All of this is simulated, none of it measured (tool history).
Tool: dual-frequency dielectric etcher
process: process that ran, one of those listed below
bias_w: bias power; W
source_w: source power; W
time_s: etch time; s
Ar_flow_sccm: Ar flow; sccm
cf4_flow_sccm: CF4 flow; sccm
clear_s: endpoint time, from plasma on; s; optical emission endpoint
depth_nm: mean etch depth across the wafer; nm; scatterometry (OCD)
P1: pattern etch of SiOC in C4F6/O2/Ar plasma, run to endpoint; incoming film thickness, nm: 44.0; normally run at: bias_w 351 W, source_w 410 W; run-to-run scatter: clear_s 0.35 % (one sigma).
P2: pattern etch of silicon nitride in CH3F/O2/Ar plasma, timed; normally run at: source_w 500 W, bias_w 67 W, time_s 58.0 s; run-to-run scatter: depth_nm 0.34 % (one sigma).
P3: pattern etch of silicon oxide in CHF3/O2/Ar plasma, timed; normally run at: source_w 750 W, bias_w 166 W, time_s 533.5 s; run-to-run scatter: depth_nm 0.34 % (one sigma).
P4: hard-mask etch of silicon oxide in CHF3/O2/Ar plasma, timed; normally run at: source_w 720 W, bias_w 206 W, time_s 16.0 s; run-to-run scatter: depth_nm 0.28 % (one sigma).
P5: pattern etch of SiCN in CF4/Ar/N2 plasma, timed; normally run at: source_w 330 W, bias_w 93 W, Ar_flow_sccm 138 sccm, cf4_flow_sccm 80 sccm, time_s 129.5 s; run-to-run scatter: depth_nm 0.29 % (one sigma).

run   hour  process  bias_w  source_w  time_s  Ar_flow_sccm  cf4_flow_sccm  hours since the last wet clean  hours since the last bias power generator calibration  hours since the last source power generator calibration  clear_s  depth_nm
  1   17.4       P1     351       410                                                                419.0                                                 2124.1                                                   1720.2   16.625
  2   34.2       P2      67       670    58.0                                                        435.8                                                 2140.9                                                   1737.0             49.377
  3   44.9       P4     271       720    16.0                                                        446.5                                                 2151.6                                                   1747.7             40.165
  4   59.9       P5      93       330   129.5           138             80                           461.5                                                 2166.6                                                   1762.7             91.532
  5   72.1       P2      67       500    58.0                                                        473.7                                                 2178.8                                                   1774.9             44.112
  6   85.7       P4     206       720    10.5                                                        487.3                                                 2192.4                                                   1788.5             23.848
  7  101.8       P5      93       460   129.5           138             80                           503.4                                                 2208.5                                                   1804.6            122.010
  8  116.1       P1     351       410                                                                517.7                                                 2222.8                                                   1818.9   16.698
  9  134.3       P4     206       720    16.0                                                        535.9                                                 2241.0                                                   1837.1             36.542
 10  145.1       P1     437       410                                                                546.7                                                 2251.8                                                   1847.9   15.402
 11  156.8       P3     166       750   319.5                                                        558.4                                                 2263.5                                                   1859.6            673.590
 12  166.8       P1     351       530                                                                568.4                                                 2273.5                                                   1869.6   15.198
 13  176.4       P2      51       500    58.0                                                        578.0                                                 2283.1                                                   1879.2             40.294
 14  185.8       P1     278       410                                                                587.4                                                 2292.5                                                   1888.6   17.960
 15  196.0       P5      93       330   165.0           138             80                           597.6                                                 2302.7                                                   1898.8            116.340
 16  215.4       P5      93       330   129.5           138             53                           617.0                                                 2322.1                                                   1918.2             86.546
 17  233.1       P2      67       500    33.0                                                        634.7                                                 2339.8                                                   1935.9             24.929
 18  250.8       P1     351       410                                                                652.4                                                 2357.5                                                   1953.6   16.644
 19  269.6       P4     206       720    16.0                                                        671.2                                                 2376.3                                                   1972.4             36.562
 20  288.9       P1     277       330                                                                690.5                                                 2395.6                                                   1991.7   19.567
 21  303.6       P1     230       290                                                                705.2                                                 2410.3                                                   2006.4   22.048
 22  315.8       P4     206       500    16.0                                                        717.4                                                 2422.5                                                   2018.6             31.797
 23  332.1       P1     351       330                                                                733.7                                                 2438.8                                                   2034.9   18.092
 24  349.6       P5      74       330   129.5           138             80                           751.2                                                 2456.3                                                   2052.4             83.937
 25  359.2       P5      93       330   129.5           165             80                           760.8                                                 2465.9                                                   2062.0             89.280
 26  371.7       P3     220       750   533.5                                                        773.3                                                 2478.4                                                   2074.5           1235.400
 27  385.4       P3     166       750   533.5                                                        787.0                                                 2492.1                                                   2088.2           1120.300

The next listed run, before its measurement:
 28  393.9       P2      67       500    58.0                                                        795.5                                                 2500.6                                                   2096.7                  ?

{"run 28": {"depth_nm": 43.899}}
